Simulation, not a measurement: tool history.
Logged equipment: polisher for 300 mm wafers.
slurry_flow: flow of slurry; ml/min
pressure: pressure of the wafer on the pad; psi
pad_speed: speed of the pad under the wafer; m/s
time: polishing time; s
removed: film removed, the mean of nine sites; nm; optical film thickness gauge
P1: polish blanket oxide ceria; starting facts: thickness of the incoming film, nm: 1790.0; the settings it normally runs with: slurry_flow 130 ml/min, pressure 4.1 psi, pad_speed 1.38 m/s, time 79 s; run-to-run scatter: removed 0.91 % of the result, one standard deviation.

run,hour,slurry_flow,pressure,pad_speed,time,removed
1,5.6,130,4.1,1.38,79,629.35
2,12.3,130,4.1,1.38,79,625.47
3,16.1,205,4.1,1.38,79,673.93
4,21.5,185,4.1,1.78,79,846.56
5,27.6,130,2.6,1.38,79,390.10
6,34.1,130,4.1,1.38,79,627.70
7,40.5,130,4.1,1.38,79,623.00
8,48.1,130,5.5,1.38,79,838.82
9,52.7,130,4.1,0.62,79,282.55
10,57.3,130,4.1,1.38,114,916.58
11,63.8,130,4.1,1.38,47,370.91
12,69.2,80,4.1,1.38,79,552.09
13,75.4,130,4.1,2.00,79,908.75
14,80.4,130,4.1,1.38,79,621.73
15,85.3,130,4.1,1.38,79,625.44
16,92.3,130,4.1,1.38,79,625.39
17,96.6,130,4.1,1.38,79,604.51
18,102.6,130,4.1,1.38,79,583.52
19,108.7,130,4.1,1.38,79,568.46
20,115.1,130,4.1,1.38,79,564.95
21,119.4,130,4.1,1.38,79,558.37
22,124.3,130,4.1,1.38,79,553.22
23,128.3,130,4.1,1.38,79,552.79
# hour 130.2: head pressure recalibrated
24,136.5,130,4.1,1.38,79,555.36
25,141.3,130,4.1,1.38,79,549.16
26,145.2,130,4.1,1.38,79,546.70

P1 has crept away from where it was. The log is fitted equally well by each of these 2 causes, at the sizes shown:
A: slurry flow missing at the pad, % = 39.3
B: removal rate lost through wear of the pad, % = 11.7
The drift started at roughly hour 92.3.
The rest of the possible causes, and what rules out each one:
head's pressure below its setpoint, %: was serviced at hour 130.2, once the creep was under way, yet the earlier output never came back

4 check runs are offered, each on 2 wafers whose results are averaged, their results left as question marks. Which one tells the causes apart?
check 1,149.1,130,4.1,1.82,79,?
check 2,149.1,130,4.1,1.80,79,?
check 3,149.1,130,4.1,0.92,79,?
check 4,149.1,85,4.1,1.38,79,?

Predicted outcomes, by check and by cause:
check,result,if A,if B
check 1,removed,727.78,727.89
check 2,removed,719.78,719.89
check 3,removed,367.89,367.94
check 4,removed,471.83,498.19
Per check, the gap between the least separated pair of causes, taken in the result that splits them most: check 1 0.01 %; check 2 0.01 %; check 3 0.01 %; check 4 5.44 %
The causes can be told apart only by check 4. The other checks would give nearly the same results under each of them.

Check 4 was carried out, with these results: removed 495.55 nm. Which of the listed causes is responsible?

The correct cause is B, namely: removal rate lost through wear of the pad, %.
